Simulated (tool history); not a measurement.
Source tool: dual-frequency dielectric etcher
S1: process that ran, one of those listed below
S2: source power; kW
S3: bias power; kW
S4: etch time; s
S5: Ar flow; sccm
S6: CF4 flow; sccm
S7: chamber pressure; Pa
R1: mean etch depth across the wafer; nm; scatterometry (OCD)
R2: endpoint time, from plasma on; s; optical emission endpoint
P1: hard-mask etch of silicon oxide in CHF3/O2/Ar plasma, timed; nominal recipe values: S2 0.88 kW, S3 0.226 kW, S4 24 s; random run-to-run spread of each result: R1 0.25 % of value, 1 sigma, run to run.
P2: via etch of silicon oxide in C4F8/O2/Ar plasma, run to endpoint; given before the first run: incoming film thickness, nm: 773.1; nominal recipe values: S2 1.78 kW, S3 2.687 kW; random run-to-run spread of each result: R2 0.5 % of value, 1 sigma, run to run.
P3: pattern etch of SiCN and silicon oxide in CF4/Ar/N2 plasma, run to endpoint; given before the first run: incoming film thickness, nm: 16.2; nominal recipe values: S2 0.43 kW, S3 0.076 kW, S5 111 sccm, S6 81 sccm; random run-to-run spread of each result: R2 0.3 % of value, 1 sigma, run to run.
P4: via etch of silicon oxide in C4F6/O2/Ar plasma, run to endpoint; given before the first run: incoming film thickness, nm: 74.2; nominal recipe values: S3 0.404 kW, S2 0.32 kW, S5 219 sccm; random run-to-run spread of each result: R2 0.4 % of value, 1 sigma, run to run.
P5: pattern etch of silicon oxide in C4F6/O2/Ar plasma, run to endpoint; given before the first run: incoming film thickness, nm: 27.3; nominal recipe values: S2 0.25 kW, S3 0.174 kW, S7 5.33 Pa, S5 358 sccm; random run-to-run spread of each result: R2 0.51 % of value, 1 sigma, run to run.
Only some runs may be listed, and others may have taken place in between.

run	hour	S1	S2	S3	S4	S5	S6	S7	R1	R2
1	11.5	P1	0.88	0.226	24				60.078	
2	23.2	P4	0.23	0.404		219				21.585
3	37.7	P4	0.32	0.564		219				16.767
4	52.7	P1	0.88	0.226	24				60.163	
5	62.3	P2	1.78	1.851						162.95
6	74.5	P1	0.88	0.226	24				60.081	
7	81.8	P3	0.43	0.076		111	56			19.529
8	95.5	P1	0.88	0.226	24				60.265	
9	102.2	P1	1.04	0.226	24				64.382	
10	116.9	P1	0.88	0.282	24				65.194	
11	124.3	P4	0.32	0.404		131				17.856
12	136.5	P5	0.25	0.174		482		5.33		11.314
13	145.5	P5	0.25	0.174		358		6.47		11.248
14	155	P1	0.88	0.226	24				60.148	
15	165.9	P1	0.88	0.226	24				60.379	
16	179.8	P3	0.43	0.076		111	81			18.531
17	189.2	P1	0.88	0.283	16				43.403	
18	201.2	P3	0.43	0.076		65	81			17.225
19	208.3	P5	0.25	0.113		358		5.33		12.554
20	219.8	P5	0.25	0.174		358		5.33		11.094
21	228.7	P4	0.32	0.404		219				18.998
22	241.6	P1	0.88	0.226	24				60.397	
23	255.7	P1	0.88	0.189	16.5				38.936	
24	267	P2	1.78	2.687						146.83
25	280.4	P1	0.88	0.183	15.5				36.395	
26	291.5	P1	0.88	0.168	24				54.514	
27	303.6	P3	0.32	0.076		111	81			24.167
28	311.6	P1	0.88	0.226	16.5				41.337	
29	323.7	P3	0.43	0.091		111	81			17.373
30	336.1	P1	0.88	0.226	35				87.873	
31	347.8	P1	0.63	0.226	24				53.028	
32	359.7	P2	2.32	2.687						131.57
33	367.4	P5	0.31	0.174		358		5.33		10.083
34	382.2	P1	0.88	0.226	24				60.048	
35	392.3	P1	0.88	0.226	24				59.696	
36	404.5	P1	0.88	0.226	24				59.757	
37	414.6	P1	0.88	0.226	24				59.502	
38	427.1	P1	0.88	0.226	24				59.598	
# hour 430.7: wet clean of the chamber
39	440.9	P1	0.88	0.226	24				59.275	
40	455.3	P1	0.88	0.226	24				59.475	
41	468.4	P1	0.88	0.226	24				59.616	
42	475.1	P1	0.88	0.226	24				59.467	
43	488.2	P1	0.88	0.226	24				59.295	

Compared with where it was, what P1 gives has crept away. Each cause listed below fits the log as well as the rest, at the size given for it:
A: source power that arrives under what is set, % = 3.84
B: bias power that arrives under what is set, % = 4.27
The creep began at about hour 382.2.
Each remaining cause and why it is not a fit:
chamber walls in a state that lowers the etch rate, %: was serviced at hour 430.7, once the creep was under way, yet the earlier output never came back

The 4 check runs listed below each average the results of 2 wafers, and their outcomes are marked with question marks. Under which run would the listed causes produce clearly different results?
check 1	501.3	P5	0.25	0.174		476		5.33		?
check 2	501.3	P3	0.43	0.076		69	57			?
check 3	501.3	P4	0.32	0.558		219				?
check 4	501.3	P2	2.2	2.01						?

If the cause were each of the candidates in turn, the checks would give the following:
check	result	if A	if B
check 1	R2	11.496	11.485
check 2	R2	18.871	18.496
check 3	R2	17.087	17.128
check 4	R2	148.47	147.98
Per-check spread between the two closest causes, in the result where they differ most: check 1 0.1 %; check 2 2.01 %; check 3 0.24 %; check 4 0.33 %
Check 2 is the one run that separates the causes; every other check would come out nearly the same whichever cause is at work.

Here is what check 2 returned: R2 18.443 s. Which cause is it?

B is the cause: bias power that arrives under what is set, %.

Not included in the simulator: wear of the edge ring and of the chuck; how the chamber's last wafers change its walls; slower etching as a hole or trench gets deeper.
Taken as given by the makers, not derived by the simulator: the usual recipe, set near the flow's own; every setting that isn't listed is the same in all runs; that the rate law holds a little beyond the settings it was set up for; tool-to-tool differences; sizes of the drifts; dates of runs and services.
